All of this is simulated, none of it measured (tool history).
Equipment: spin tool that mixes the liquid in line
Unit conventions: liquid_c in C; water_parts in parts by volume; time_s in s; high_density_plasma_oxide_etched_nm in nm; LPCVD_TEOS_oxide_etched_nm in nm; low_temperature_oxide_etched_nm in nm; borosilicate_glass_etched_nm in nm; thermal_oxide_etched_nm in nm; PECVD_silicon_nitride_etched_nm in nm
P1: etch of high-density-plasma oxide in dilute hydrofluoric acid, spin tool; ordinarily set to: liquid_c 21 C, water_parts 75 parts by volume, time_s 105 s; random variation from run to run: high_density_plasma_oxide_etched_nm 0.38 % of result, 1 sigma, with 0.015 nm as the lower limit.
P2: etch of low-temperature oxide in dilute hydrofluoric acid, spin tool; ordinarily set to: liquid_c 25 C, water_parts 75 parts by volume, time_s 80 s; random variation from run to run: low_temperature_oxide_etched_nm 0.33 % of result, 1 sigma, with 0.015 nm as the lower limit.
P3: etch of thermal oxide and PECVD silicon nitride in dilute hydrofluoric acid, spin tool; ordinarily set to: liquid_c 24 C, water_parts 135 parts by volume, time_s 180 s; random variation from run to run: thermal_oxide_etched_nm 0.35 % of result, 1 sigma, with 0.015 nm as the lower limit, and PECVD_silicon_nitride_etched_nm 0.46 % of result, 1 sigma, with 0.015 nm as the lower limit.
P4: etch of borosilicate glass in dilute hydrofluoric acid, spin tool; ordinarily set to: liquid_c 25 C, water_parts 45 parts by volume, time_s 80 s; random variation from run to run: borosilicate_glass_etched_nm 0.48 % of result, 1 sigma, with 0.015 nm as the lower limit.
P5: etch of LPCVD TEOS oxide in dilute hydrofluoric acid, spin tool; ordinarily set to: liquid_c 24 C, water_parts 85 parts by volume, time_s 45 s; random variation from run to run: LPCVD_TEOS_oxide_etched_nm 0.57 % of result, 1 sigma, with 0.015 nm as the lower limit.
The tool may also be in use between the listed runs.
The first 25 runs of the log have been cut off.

run	hour	process	liquid_c	water_parts	time_s	hours since the thermometer was replaced	hours since the hydrofluoric acid flow meter was replaced	high_density_plasma_oxide_etched_nm	LPCVD_TEOS_oxide_etched_nm	low_temperature_oxide_etched_nm	borosilicate_glass_etched_nm	thermal_oxide_etched_nm	PECVD_silicon_nitride_etched_nm
26	132.8	P3	24	135	180	1760.1	871.3					5.984	7.8702
27	136.7	P3	24	135	180	1764	875.2					5.9545	7.8489
28	140.3	P1	17	75	60	1767.6	878.8	3.7158					
29	143.7	P2	18.5	75	80	1771	882.2			19.417			
30	148.5	P2	25	75	80	1775.8	887			25.314			
31	154.8	P1	21	75	15	1782.1	893.3	1.0873					
32	161.7	P1	21	75	105	1789	900.2	7.6922					
33	165.6	P1	21	75	105	1792.9	904.1	7.9468					
34	171.5	P1	21	75	105	1798.8	910	8.1354					
35	176.4	P1	21	75	105	1803.7	914.9	8.3497					
36	182	P1	21	75	105	1809.3	920.5	8.3504					
37	185.7	P1	21	75	105	1813	924.2	8.4					
38	189.2	P1	21	75	105	1816.5	927.7	8.4577					
39	192.8	P1	21	75	105	1820.1	931.3	8.5228					
40	199.8	P1	21	75	105	1827.1	938.3	8.5025					

What does the tool deliver on the next run?
41	203.1	P1	21	75	105	1830.4	941.6	?					

{"run 41": {"high_density_plasma_oxide_etched_nm": 8.4767}}

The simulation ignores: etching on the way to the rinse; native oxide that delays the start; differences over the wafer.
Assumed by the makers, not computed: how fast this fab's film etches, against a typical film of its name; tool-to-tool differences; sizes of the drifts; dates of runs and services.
